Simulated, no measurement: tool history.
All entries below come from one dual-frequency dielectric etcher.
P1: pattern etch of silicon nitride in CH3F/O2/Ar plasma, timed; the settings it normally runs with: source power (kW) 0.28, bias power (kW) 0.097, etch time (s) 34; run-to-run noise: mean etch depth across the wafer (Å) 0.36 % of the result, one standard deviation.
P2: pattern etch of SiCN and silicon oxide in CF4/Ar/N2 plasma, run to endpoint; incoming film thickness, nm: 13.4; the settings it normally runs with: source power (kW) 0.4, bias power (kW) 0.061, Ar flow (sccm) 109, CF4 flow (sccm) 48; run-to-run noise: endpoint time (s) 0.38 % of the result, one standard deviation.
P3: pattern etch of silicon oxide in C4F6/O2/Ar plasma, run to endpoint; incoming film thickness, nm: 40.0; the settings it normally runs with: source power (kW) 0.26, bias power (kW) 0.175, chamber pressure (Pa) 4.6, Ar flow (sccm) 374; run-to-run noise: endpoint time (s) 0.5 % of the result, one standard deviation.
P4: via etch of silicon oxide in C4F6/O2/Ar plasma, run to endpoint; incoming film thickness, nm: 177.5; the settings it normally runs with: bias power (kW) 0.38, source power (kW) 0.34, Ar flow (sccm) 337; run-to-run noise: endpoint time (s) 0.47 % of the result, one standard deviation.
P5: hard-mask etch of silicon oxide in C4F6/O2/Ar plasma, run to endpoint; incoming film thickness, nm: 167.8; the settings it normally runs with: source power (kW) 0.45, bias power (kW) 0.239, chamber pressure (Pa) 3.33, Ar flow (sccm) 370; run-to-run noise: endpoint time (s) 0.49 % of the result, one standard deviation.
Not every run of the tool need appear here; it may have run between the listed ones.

run	hour	process that ran	source power (kW)	bias power (kW)	etch time (s)	Ar flow (sccm)	CF4 flow (sccm)	chamber pressure (Pa)	hours since the last wet clean	hours since the last source power generator calibration	hours since the last bias power generator calibration	mean etch depth across the wafer (Å)	endpoint time (s)
1	4.9	P1	0.28	0.097	34				278.7	1940.5	2182.9	237.89	
2	9.8	P2	0.4	0.078		109	48		283.6	1945.4	2187.8		17.785
3	16	P1	0.28	0.075	20.5				289.8	1951.6	2194	130.89	
4	20.9	P1	0.34	0.097	34				294.7	1956.5	2198.9	254.08	
5	26.7	P1	0.28	0.074	45.5				300.5	1962.3	2204.7	286.54	
6	31.2	P4	0.34	0.234		337			305	1966.8	2209.2		55.574
7	36.7	P5	0.61	0.239		370		3.33	310.5	1972.3	2214.7		42.274
8	40.5	P1	0.28	0.097	34				314.3	1976.1	2218.5	239.42	
9	44.7	P4	0.34	0.38		422			318.5	1980.3	2222.7		48.417
10	48.5	P1	0.28	0.097	24.5				322.3	1984.1	2226.5	171.6	
11	55	P1	0.28	0.097	34				328.8	1990.6	2233	239.4	
12	58.5	P3	0.26	0.175		374		4.6	332.3	1994.1	2236.5		15.498
13	63.5	P4	0.34	0.38		337			337.3	1999.1	2241.5		47.064
14	70.6	P1	0.28	0.097	34				344.4	2006.2	2248.6	238.01	
15	77.3	P1	0.22	0.097	49.5				351.1	2012.9	2255.3	316.35	
16	80.5	P3	0.26	0.175		374		3.4	354.3	2016.1	2258.5		14.935
17	85.9	P3	0.26	0.106		374		4.6	359.7	2021.5	2263.9		17.991
18	90.6	P2	0.23	0.061		109	48		364.4	2026.2	2268.6		31.743
19	94.1	P5	0.45	0.239		476		3.33	367.9	2029.7	2272.1		49.087
20	99.3	P4	0.34	0.38		337			373.1	2034.9	2277.3		46.941
21	105.3	P1	0.28	0.097	34				379.1	2040.9	2283.3	236.07	
22	111.4	P1	0.28	0.131	34				385.2	2047	2289.4	267.95	
23	117.2	P2	0.4	0.061		65	48		391	2052.8	2295.2		17.923
24	121.6	P1	0.18	0.097	34				395.4	2057.2	2299.6	201.19	
25	125.3	P1	0.28	0.097	48				399.1	2060.9	2303.3	334.15	
26	131.9	P2	0.4	0.061		109	34		405.7	2067.5	2309.9		20.692
27	135.6	P2	0.4	0.061		109	48		409.4	2071.2	2313.6		19.483
28	141.1	P5	0.45	0.239		370		4.6	414.9	2076.7	2319.1		49.5
29	146.2	P3	0.35	0.175		374		4.6	420	2081.8	2324.2		13.808
30	152.1	P1	0.28	0.097	34				425.9	2087.7	2330.1	236.76	
31	157.3	P5	0.45	0.31		370		3.33	431.1	2092.9	2335.3		43.622
32	164.1	P1	0.28	0.097	34				437.9	2099.7	2342.1	239.11	
33	167.8	P3	0.26	0.175		472		4.6	441.6	2103.4	2345.8		15.951
34	172.4	P5	0.45	0.239		370		3.33	446.2	2108	2350.4		47.724
35	176.6	P4	0.23	0.38		337			450.4	2112.2	2354.6		54.901
36	180.9	P1	0.28	0.062	34				454.7	2116.5	2358.9	202.61	
37	186.1	P1	0.28	0.097	34				459.9	2121.7	2364.1	238.91	
38	190.3	P1	0.28	0.097	34				464.1	2125.9	2368.3	240.44	
39	195.8	P1	0.28	0.097	34				469.6	2131.4	2373.8	239.57	
40	202.3	P1	0.28	0.097	34				476.1	2137.9	2380.3	241.49	
# hour 206.8: wet clean of the chamber
41	208.5	P1	0.28	0.097	34				1.8	2144.1	2386.5	241.54	
42	215.5	P1	0.28	0.097	34				8.8	2151.1	2393.5	241.57	
43	221.2	P1	0.28	0.097	34				14.5	2156.8	2399.2	241.76	
44	227.3	P1	0.28	0.097	34				20.6	2162.9	2405.3	240.27	
45	233.4	P1	0.28	0.097	34				26.7	2169	2411.4	241.7	
46	237.1	P1	0.28	0.097	34				30.4	2172.7	2415.1	242.18	
47	243.1	P1	0.28	0.097	34				36.4	2178.7	2421.1	241.56	

The log shows P1 creeping away from where it was. Any of the 2 causes listed here, at the size stated for it, fits the log just as well as the others:
A: source power that arrives over what is set, % = 4.99
B: bias power that arrives over what is set, % = 4.93
Onset of the creep was near hour 186.1.
The rest of the possible causes, and what rules out each one:
chamber walls in a state that raises the etch rate, %: serviced at hour 206.8, which brought nothing back

Consider the 4 check runs below, whose results appear as question marks and each of which averages 2 wafers. Which one distinguishes the causes, in that each cause would give it a clearly different result?
check 1	249.1	P4	0.34	0.38		337							?
check 2	249.1	P5	0.45	0.239		370		3.33					?
check 3	249.1	P2	0.4	0.061		109	48						?
check 4	249.1	P3	0.26	0.175		374		4.6					?

Outcome of each check run for each possible cause:
check	result	if A	if B
check 1	endpoint time (s)	46.282	46.313
check 2	endpoint time (s)	46.668	46.792
check 3	endpoint time (s)	18.695	19.179
check 4	endpoint time (s)	15.161	15.209
Separation of the two closest causes in each check, using whichever result separates them best: check 1 0.07 %; check 2 0.27 %; check 3 2.56 %; check 4 0.32 %
Check 3 distinguishes between the causes, while the remaining checks would return nearly the same result for all of them.

After running check 3, the following was obtained: endpoint time (s) 18.752. Which cause does this point to?

The cause is A: source power that arrives over what is set, %.
